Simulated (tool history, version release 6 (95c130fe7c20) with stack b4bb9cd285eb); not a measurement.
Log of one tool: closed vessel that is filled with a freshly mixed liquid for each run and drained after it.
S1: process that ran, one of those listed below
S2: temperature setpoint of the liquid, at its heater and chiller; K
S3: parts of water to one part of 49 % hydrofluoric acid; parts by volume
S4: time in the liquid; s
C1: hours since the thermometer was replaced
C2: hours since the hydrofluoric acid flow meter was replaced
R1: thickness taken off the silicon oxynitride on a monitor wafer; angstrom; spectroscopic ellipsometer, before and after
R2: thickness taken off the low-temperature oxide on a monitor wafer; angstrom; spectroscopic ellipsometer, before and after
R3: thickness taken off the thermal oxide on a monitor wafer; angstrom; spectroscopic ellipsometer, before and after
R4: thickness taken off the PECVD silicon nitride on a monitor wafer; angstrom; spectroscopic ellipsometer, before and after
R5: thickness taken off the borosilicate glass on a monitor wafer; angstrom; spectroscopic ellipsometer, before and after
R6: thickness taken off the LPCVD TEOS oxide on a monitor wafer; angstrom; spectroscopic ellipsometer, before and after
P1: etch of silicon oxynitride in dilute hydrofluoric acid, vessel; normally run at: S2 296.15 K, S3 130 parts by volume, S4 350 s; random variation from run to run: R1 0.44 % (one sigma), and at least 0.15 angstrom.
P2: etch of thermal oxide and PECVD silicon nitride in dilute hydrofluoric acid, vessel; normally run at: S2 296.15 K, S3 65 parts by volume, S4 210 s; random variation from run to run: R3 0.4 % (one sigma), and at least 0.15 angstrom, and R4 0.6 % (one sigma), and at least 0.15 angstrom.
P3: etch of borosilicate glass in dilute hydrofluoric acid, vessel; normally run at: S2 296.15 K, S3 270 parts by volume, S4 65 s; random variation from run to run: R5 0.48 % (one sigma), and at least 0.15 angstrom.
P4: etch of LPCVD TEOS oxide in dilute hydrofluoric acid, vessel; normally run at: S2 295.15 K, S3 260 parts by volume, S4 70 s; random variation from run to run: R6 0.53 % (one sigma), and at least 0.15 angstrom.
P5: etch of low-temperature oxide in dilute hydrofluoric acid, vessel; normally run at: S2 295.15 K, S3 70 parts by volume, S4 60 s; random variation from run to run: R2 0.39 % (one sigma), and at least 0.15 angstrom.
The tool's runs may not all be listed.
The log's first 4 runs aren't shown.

run,day,S1,S2,S3,S4,C1,C2,R1,R2,R3,R4,R5,R6
5,1.517,P5,295.15,70,60,1462.2,469.6,,167.96,,,,
6,1.821,P2,296.15,65,210,1469.5,476.9,,,157.51,54.159,,
7,2.175,P3,304.15,270,65,1478.0,485.4,,,,,58.520,
8,2.500,P3,296.15,270,65,1485.8,493.2,,,,,44.384,
9,2.771,P2,296.15,65,210,1492.3,499.7,,,157.40,53.970,,
10,3.092,P2,296.15,65,400,1500.0,507.4,,,301.14,102.500,,
11,3.450,P3,296.15,270,65,1508.6,516.0,,,,,44.613,
12,3.708,P1,296.15,130,350,1514.8,522.2,106.110,,,,,
13,4.025,P1,296.15,235,350,1522.4,529.8,54.603,,,,,
14,4.383,P2,296.15,25,210,1531.0,538.4,,,433.23,136.700,,
15,4.667,P4,290.15,260,70,1537.8,545.2,,,,,,40.170
16,4.875,P1,296.15,130,350,1542.8,550.2,105.950,,,,,
17,5.171,P1,296.15,70,350,1549.9,557.3,210.010,,,,,
18,5.504,P4,295.15,260,70,1557.9,565.3,,,,,,48.405
19,5.679,P3,296.15,270,105,1562.1,569.5,,,,,71.929,
20,5.929,P2,303.65,65,210,1568.1,575.5,,,211.89,87.358,,
21,6.200,P4,295.15,260,110,1574.6,582.0,,,,,,76.224
22,6.408,P5,295.15,70,110,1579.6,587.0,,308.94,,,,
23,6.600,P1,296.15,215,85,1584.2,591.6,14.551,,,,,

Run 24 comes next. What will it give?
24,6.938,P1,296.15,130,350,1592.3,599.7,?,,,,,

R1: 106.350 angstrom
